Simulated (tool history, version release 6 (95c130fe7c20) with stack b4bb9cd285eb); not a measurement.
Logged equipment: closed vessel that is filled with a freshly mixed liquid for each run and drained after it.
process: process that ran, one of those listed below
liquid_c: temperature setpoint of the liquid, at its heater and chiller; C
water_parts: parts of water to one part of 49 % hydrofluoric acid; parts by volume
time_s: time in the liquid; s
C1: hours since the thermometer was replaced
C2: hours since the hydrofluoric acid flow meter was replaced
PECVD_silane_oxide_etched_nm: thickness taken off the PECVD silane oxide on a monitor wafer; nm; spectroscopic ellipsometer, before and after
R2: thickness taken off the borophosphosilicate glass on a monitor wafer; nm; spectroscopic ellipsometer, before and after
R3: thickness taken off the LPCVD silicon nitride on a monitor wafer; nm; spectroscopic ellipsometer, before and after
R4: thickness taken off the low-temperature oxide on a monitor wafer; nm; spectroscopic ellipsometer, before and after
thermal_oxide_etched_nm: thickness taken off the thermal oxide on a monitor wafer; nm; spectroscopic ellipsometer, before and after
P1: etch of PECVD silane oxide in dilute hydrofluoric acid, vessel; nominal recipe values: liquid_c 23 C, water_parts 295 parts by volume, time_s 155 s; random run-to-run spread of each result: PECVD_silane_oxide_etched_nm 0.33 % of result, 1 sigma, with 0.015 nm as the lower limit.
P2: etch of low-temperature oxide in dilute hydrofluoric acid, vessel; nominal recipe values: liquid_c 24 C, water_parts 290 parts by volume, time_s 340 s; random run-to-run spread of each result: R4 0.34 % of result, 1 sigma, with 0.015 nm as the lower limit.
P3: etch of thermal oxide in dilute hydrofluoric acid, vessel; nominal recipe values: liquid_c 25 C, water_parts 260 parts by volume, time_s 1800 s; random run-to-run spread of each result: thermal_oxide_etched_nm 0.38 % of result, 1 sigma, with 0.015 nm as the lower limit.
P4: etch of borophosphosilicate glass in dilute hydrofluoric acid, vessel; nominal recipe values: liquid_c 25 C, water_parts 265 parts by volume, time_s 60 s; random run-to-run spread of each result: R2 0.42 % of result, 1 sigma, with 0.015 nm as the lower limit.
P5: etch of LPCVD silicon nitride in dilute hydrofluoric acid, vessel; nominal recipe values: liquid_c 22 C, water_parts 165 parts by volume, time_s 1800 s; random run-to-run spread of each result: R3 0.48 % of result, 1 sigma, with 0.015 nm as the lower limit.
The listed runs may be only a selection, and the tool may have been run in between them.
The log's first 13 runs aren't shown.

{"run": 14, "day": 3.492, "process": "P3", "liquid_c": 25, "water_parts": 100, "time_s": 1800, "C1": 394.8, "C2": 1725.1, "thermal_oxide_etched_nm": 91.104}
{"run": 15, "day": 3.775, "process": "P2", "liquid_c": 18, "water_parts": 290, "time_s": 340, "C1": 401.6, "C2": 1731.9, "R4": 19.345}
{"run": 16, "day": 4.154, "process": "P1", "liquid_c": 23, "water_parts": 295, "time_s": 155, "C1": 410.7, "C2": 1741, "PECVD_silane_oxide_etched_nm": 5.9652}
{"run": 17, "day": 4.454, "process": "P1", "liquid_c": 27.5, "water_parts": 295, "time_s": 155, "C1": 417.9, "C2": 1748.2, "PECVD_silane_oxide_etched_nm": 6.9805}
{"run": 18, "day": 4.725, "process": "P1", "liquid_c": 23, "water_parts": 295, "time_s": 275, "C1": 424.4, "C2": 1754.7, "PECVD_silane_oxide_etched_nm": 10.589}
{"run": 19, "day": 5.071, "process": "P3", "liquid_c": 25, "water_parts": 260, "time_s": 3225, "C1": 432.7, "C2": 1763, "thermal_oxide_etched_nm": 52.351}
{"run": 20, "day": 5.296, "process": "P2", "liquid_c": 24, "water_parts": 290, "time_s": 340, "C1": 438.1, "C2": 1768.4, "R4": 24.133}
{"run": 21, "day": 5.492, "process": "P1", "liquid_c": 23, "water_parts": 500, "time_s": 60, "C1": 442.8, "C2": 1773.1, "PECVD_silane_oxide_etched_nm": 1.1306}
{"run": 22, "day": 5.804, "process": "P1", "liquid_c": 23, "water_parts": 295, "time_s": 30, "C1": 450.3, "C2": 1780.6, "PECVD_silane_oxide_etched_nm": 1.1669}
{"run": 23, "day": 6.096, "process": "P1", "liquid_c": 23, "water_parts": 295, "time_s": 155, "C1": 457.3, "C2": 1787.6, "PECVD_silane_oxide_etched_nm": 5.9123}
{"run": 24, "day": 6.442, "process": "P3", "liquid_c": 25, "water_parts": 260, "time_s": 1800, "C1": 465.6, "C2": 1795.9, "thermal_oxide_etched_nm": 29.13}
{"run": 25, "day": 6.758, "process": "P5", "liquid_c": 22, "water_parts": 245, "time_s": 1800, "C1": 473.2, "C2": 1803.5, "R3": 3.263}
{"run": 26, "day": 7.029, "process": "P2", "liquid_c": 24, "water_parts": 290, "time_s": 340, "C1": 479.7, "C2": 1810, "R4": 23.902}
{"run": 27, "day": 7.212, "process": "P4", "liquid_c": 25, "water_parts": 265, "time_s": 60, "C1": 484.1, "C2": 1814.4, "R2": 13.925}
{"run": 28, "day": 7.588, "process": "P5", "liquid_c": 22, "water_parts": 165, "time_s": 1800, "C1": 493.1, "C2": 1823.4, "R3": 4.7522}
{"run": 29, "day": 7.912, "process": "P4", "liquid_c": 18, "water_parts": 265, "time_s": 60, "C1": 500.9, "C2": 1831.2, "R2": 10.823}
{"run": 30, "day": 8.125, "process": "P1", "liquid_c": 23, "water_parts": 295, "time_s": 155, "C1": 506, "C2": 1836.3, "PECVD_silane_oxide_etched_nm": 5.9706}
{"run": 31, "day": 8.342, "process": "P2", "liquid_c": 24, "water_parts": 290, "time_s": 585, "C1": 511.2, "C2": 1841.5, "R4": 41.355}
{"run": 32, "day": 8.625, "process": "P1", "liquid_c": 23, "water_parts": 295, "time_s": 155, "C1": 518, "C2": 1848.3, "PECVD_silane_oxide_etched_nm": 5.9568}
{"run": 33, "day": 8.888, "process": "P1", "liquid_c": 23, "water_parts": 295, "time_s": 155, "C1": 524.3, "C2": 1854.6, "PECVD_silane_oxide_etched_nm": 5.9249}
{"run": 34, "day": 9.108, "process": "P1", "liquid_c": 23, "water_parts": 295, "time_s": 155, "C1": 529.6, "C2": 1859.9, "PECVD_silane_oxide_etched_nm": 5.9661}
{"run": 35, "day": 9.421, "process": "P1", "liquid_c": 23, "water_parts": 295, "time_s": 155, "C1": 537.1, "C2": 1867.4, "PECVD_silane_oxide_etched_nm": 6.152}

Run 36, settings as shown, results not yet in. Your forecast:
{"run": 36, "day": 9.588, "process": "P1", "liquid_c": 23, "water_parts": 295, "time_s": 155, "C1": 541.1, "C2": 1871.4, "PECVD_silane_oxide_etched_nm": "?"}

Logged for run 36: PECVD_silane_oxide_etched_nm 6.1665 nm.

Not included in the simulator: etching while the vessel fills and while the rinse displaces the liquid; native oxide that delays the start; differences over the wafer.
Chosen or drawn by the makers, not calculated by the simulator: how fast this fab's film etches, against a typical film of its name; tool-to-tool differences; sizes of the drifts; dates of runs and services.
